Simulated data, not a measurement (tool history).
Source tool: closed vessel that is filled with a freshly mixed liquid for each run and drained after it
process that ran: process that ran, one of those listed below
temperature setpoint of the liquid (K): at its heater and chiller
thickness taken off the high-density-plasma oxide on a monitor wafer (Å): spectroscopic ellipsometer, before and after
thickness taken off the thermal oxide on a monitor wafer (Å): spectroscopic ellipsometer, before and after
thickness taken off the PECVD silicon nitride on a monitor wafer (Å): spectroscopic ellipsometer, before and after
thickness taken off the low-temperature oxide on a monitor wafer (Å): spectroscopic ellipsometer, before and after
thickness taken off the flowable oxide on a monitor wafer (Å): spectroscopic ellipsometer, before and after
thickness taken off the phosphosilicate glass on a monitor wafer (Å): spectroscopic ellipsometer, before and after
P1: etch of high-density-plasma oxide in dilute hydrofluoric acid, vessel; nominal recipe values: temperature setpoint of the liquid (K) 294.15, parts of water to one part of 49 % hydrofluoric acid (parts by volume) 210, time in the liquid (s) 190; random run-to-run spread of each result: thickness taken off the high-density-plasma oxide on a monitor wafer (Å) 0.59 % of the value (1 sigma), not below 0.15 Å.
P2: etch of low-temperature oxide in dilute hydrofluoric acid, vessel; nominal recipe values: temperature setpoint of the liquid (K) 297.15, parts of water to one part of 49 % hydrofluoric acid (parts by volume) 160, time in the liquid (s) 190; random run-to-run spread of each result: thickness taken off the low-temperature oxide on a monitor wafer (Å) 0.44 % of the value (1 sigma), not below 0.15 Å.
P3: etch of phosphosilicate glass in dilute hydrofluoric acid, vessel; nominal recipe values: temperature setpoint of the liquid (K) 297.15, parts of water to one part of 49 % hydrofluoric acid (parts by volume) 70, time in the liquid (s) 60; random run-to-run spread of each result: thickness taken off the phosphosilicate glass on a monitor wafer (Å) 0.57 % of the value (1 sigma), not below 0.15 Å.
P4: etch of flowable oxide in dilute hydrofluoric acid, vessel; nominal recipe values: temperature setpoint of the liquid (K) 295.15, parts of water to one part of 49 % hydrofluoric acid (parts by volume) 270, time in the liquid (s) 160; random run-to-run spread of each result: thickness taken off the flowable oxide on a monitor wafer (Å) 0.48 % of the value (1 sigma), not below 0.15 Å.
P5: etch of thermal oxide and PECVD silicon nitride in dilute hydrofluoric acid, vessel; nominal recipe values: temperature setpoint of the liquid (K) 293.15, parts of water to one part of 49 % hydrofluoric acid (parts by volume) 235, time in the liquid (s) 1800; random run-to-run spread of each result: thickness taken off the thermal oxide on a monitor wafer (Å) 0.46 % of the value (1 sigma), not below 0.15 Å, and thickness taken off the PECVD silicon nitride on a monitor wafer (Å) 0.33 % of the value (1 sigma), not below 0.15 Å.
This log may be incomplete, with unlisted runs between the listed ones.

run,hour,process that ran,temperature setpoint of the liquid (K),parts of water to one part of 49 % hydrofluoric acid (parts by volume),time in the liquid (s),thickness taken off the high-density-plasma oxide on a monitor wafer (Å),thickness taken off the thermal oxide on a monitor wafer (Å),thickness taken off the PECVD silicon nitride on a monitor wafer (Å),thickness taken off the low-temperature oxide on a monitor wafer (Å),thickness taken off the flowable oxide on a monitor wafer (Å),thickness taken off the phosphosilicate glass on a monitor wafer (Å)
1,11.8,P1,294.15,210,190,56.145,,,,,
2,20.4,P5,293.15,235,1800,,272.13,197.71,,,
3,25.8,P2,297.15,25,190,,,,1308.3,,
4,37.4,P1,294.15,210,190,56.334,,,,,
5,49.7,P4,295.15,270,160,,,,,177.47,
6,57.8,P1,294.15,210,190,56.465,,,,,
7,63.1,P4,295.15,75,160,,,,,797.05,
8,70.6,P2,297.15,160,75,,,,68.297,,
9,80,P5,293.15,235,1800,,273.75,196.79,,,
10,86.1,P1,298.15,210,190,66.23,,,,,
11,94.5,P4,295.15,270,30,,,,,33.793,
12,101,P3,297.15,110,60,,,,,,627.47
13,109.7,P1,299.65,85,190,201.88,,,,,
14,119.8,P1,294.15,120,285,162.28,,,,,
15,131.9,P1,294.15,210,30,8.8579,,,,,
16,139.9,P1,294.15,210,320,95.826,,,,,
17,147.6,P1,294.15,290,190,38.044,,,,,
18,154.5,P1,294.15,210,190,56.759,,,,,
19,161.1,P5,293.15,330,1800,,177.98,144.24,,,
20,171.6,P4,290.15,270,160,,,,,147.89,
21,184,P2,297.15,160,190,,,,174.08,,
22,191.2,P5,293.15,235,650,,98.499,71.798,,,
23,198.5,P1,294.15,210,190,56.627,,,,,
24,204.2,P1,294.15,75,190,183.61,,,,,
25,209.8,P3,297.15,70,115,,,,,,1969.8
26,221,P4,295.15,270,160,,,,,177.38,
27,226.7,P2,302.65,160,190,,,,214.36,,
28,233.5,P3,291.15,70,60,,,,,,802.54
29,239.2,P5,299.15,235,1800,,338.63,290.12,,,
30,249.5,P3,297.15,70,60,,,,,,1034.1
31,258.3,P1,290.15,210,190,48.439,,,,,
32,263.7,P1,294.15,210,190,56.537,,,,,
33,275.8,P1,294.15,210,190,57.953,,,,,
34,284.7,P1,294.15,210,190,59.689,,,,,
35,294.2,P1,294.15,210,190,59.534,,,,,
36,300.7,P1,294.15,210,190,60.124,,,,,
37,313,P1,294.15,210,190,60.887,,,,,
38,324.4,P1,294.15,210,190,61.074,,,,,
39,333.2,P1,294.15,210,190,60.594,,,,,
40,344.9,P1,294.15,210,190,60.929,,,,,
41,351.2,P1,294.15,210,190,60.107,,,,,
42,362.9,P1,294.15,210,190,61.539,,,,,
43,369.8,P1,294.15,210,190,61.766,,,,,

The output of P1 has drifted from where it used to be. Each of the 2 causes below, taken at the size shown beside it, accounts for the log equally well:
A: hydrofluoric acid flow above the setpoint (%) = 6.72
B: liquid hotter than its thermometer reads (K) = 2.09
The creep began at about hour 263.7.

4 check runs are offered, one wafer each, their results left as question marks. Which one tells the causes apart?
check 1,376.7,P2,297.15,160,190,,,,?,,
check 2,376.7,P5,293.15,235,1800,,?,?,,,
check 3,376.7,P3,297.15,70,60,,,,,,?
check 4,376.7,P4,295.15,270,160,,,,,?,

What every check run would give for each of its results, assuming each possible cause in turn:
check,result,if A,if B
check 1,thickness taken off the low-temperature oxide on a monitor wafer (Å),187.5,187.89
check 2,thickness taken off the thermal oxide on a monitor wafer (Å),296.03,295.73
check 2,thickness taken off the PECVD silicon nitride on a monitor wafer (Å),211.5,227.09
check 3,thickness taken off the phosphosilicate glass on a monitor wafer (Å),1104.2,1118.8
check 4,thickness taken off the flowable oxide on a monitor wafer (Å),193.68,192.39
Separation of the two closest causes in each check, using whichever result separates them best: check 1 0.21 %; check 2 7.11 %; check 3 1.32 %; check 4 0.67 %
Check 2 is the one run that separates the causes; every other check would come out nearly the same whichever cause is at work.

Check 2 has now been run. It gave: thickness taken off the thermal oxide on a monitor wafer (Å) 294.2; thickness taken off the PECVD silicon nitride on a monitor wafer (Å) 227.56. Which of the candidate causes is it?

It was cause B: liquid hotter than its thermometer reads (K).
